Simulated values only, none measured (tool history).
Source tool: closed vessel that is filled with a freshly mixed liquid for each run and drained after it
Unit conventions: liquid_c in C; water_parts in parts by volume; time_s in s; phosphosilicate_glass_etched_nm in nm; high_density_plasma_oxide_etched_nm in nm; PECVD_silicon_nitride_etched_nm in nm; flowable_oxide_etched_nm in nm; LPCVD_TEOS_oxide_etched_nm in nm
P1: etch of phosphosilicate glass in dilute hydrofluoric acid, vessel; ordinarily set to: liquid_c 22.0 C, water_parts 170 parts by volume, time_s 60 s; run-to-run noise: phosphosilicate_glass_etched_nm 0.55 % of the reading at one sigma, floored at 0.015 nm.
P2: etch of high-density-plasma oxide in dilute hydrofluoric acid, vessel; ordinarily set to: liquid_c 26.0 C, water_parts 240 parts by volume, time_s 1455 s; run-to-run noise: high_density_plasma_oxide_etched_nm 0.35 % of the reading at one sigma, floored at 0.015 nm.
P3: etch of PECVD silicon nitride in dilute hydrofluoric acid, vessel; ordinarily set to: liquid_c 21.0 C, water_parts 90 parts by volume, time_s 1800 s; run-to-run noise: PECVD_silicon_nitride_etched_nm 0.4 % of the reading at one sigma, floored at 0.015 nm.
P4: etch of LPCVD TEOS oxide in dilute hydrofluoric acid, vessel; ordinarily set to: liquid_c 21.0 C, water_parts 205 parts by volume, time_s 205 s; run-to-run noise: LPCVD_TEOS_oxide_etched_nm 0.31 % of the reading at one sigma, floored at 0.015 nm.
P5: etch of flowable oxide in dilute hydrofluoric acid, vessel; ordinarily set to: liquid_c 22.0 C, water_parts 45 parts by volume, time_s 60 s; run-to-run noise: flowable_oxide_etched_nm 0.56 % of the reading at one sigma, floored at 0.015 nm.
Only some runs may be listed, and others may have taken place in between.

run	hour	process	liquid_c	water_parts	time_s	hours since the thermometer was replaced	hours since the hydrofluoric acid flow meter was replaced	phosphosilicate_glass_etched_nm	high_density_plasma_oxide_etched_nm	PECVD_silicon_nitride_etched_nm	flowable_oxide_etched_nm	LPCVD_TEOS_oxide_etched_nm
1	7.8	P1	22.0	170	60	1515.2	1432.8	36.463				
2	15.0	P1	17.0	170	60	1522.4	1440.0	29.929				
3	24.4	P1	22.0	170	60	1531.8	1449.4	36.790				
4	29.8	P1	22.0	285	90	1537.2	1454.8	29.092				
5	37.6	P2	26.0	240	35	1545.0	1462.6		0.68938			
6	44.8	P3	27.0	90	1800	1552.2	1469.8			41.980		
7	53.3	P5	30.0	45	60	1560.7	1478.3				68.606	
8	59.1	P1	22.0	170	60	1566.5	1484.1	36.601				
9	65.8	P5	22.0	20	60	1573.2	1490.8				116.180	
10	70.1	P1	22.0	170	30	1577.5	1495.1	18.385				
11	76.5	P4	21.0	205	50	1583.9	1501.5					7.8983
12	82.1	P2	18.5	240	1455	1589.5	1507.1		21.70300			
13	87.8	P1	22.0	290	60	1595.2	1512.8	19.100				
14	94.6	P5	22.0	45	60	1602.0	1519.6				49.767	
15	103.8	P2	26.0	240	1455	1611.2	1528.8		28.54600			
16	108.8	P5	22.0	45	85	1616.2	1533.8				70.722	
17	114.6	P2	26.0	240	1455	1622.0	1539.6		28.56700			
18	119.9	P1	26.5	170	60	1627.3	1544.9	43.836				
19	127.5	P4	21.0	280	205	1634.9	1552.5					22.0740
20	133.1	P1	22.0	170	60	1640.5	1558.1	36.185				
21	140.6	P2	26.0	65	1455	1648.0	1565.6		129.87000			
22	146.8	P4	21.0	205	205	1654.2	1571.8					32.3410
23	154.9	P3	21.0	90	1800	1662.3	1579.9			28.263		
24	164.0	P5	22.0	45	60	1671.4	1589.0				49.757	
25	173.0	P3	21.0	90	3375	1680.4	1598.0			52.909		
26	177.9	P4	21.0	205	205	1685.3	1602.9					32.2670
27	185.5	P1	26.0	170	30	1692.9	1610.5	21.279				
28	189.6	P3	21.0	155	1800	1697.0	1614.6			16.643		
29	197.4	P1	22.0	170	105	1704.8	1622.4	64.225				
30	202.6	P4	25.5	205	205	1710.0	1627.6					38.1600
31	211.6	P1	22.0	170	60	1719.0	1636.6	36.387				
32	219.4	P1	22.0	45	60	1726.8	1644.4	161.180				
33	225.6	P1	22.0	170	60	1733.0	1650.6	36.881				
34	232.8	P1	22.0	170	60	1740.2	1657.8	35.412				
35	241.0	P1	22.0	170	60	1748.4	1666.0	34.444				
36	249.6	P1	22.0	170	60	1757.0	1674.6	34.238				
37	256.9	P1	22.0	170	60	1764.3	1681.9	33.580				
38	263.7	P1	22.0	170	60	1771.1	1688.7	33.601				
39	267.9	P1	22.0	170	60	1775.3	1692.9	33.814				
40	274.8	P1	22.0	170	60	1782.2	1699.8	33.652				
41	282.0	P1	22.0	170	60	1789.4	1707.0	33.409				

The next listed run, before its measurement:
42	288.6	P1	22.0	170	60	1796.0	1713.6	?				

Run 42 came out at phosphosilicate_glass_etched_nm 33.703 nm.
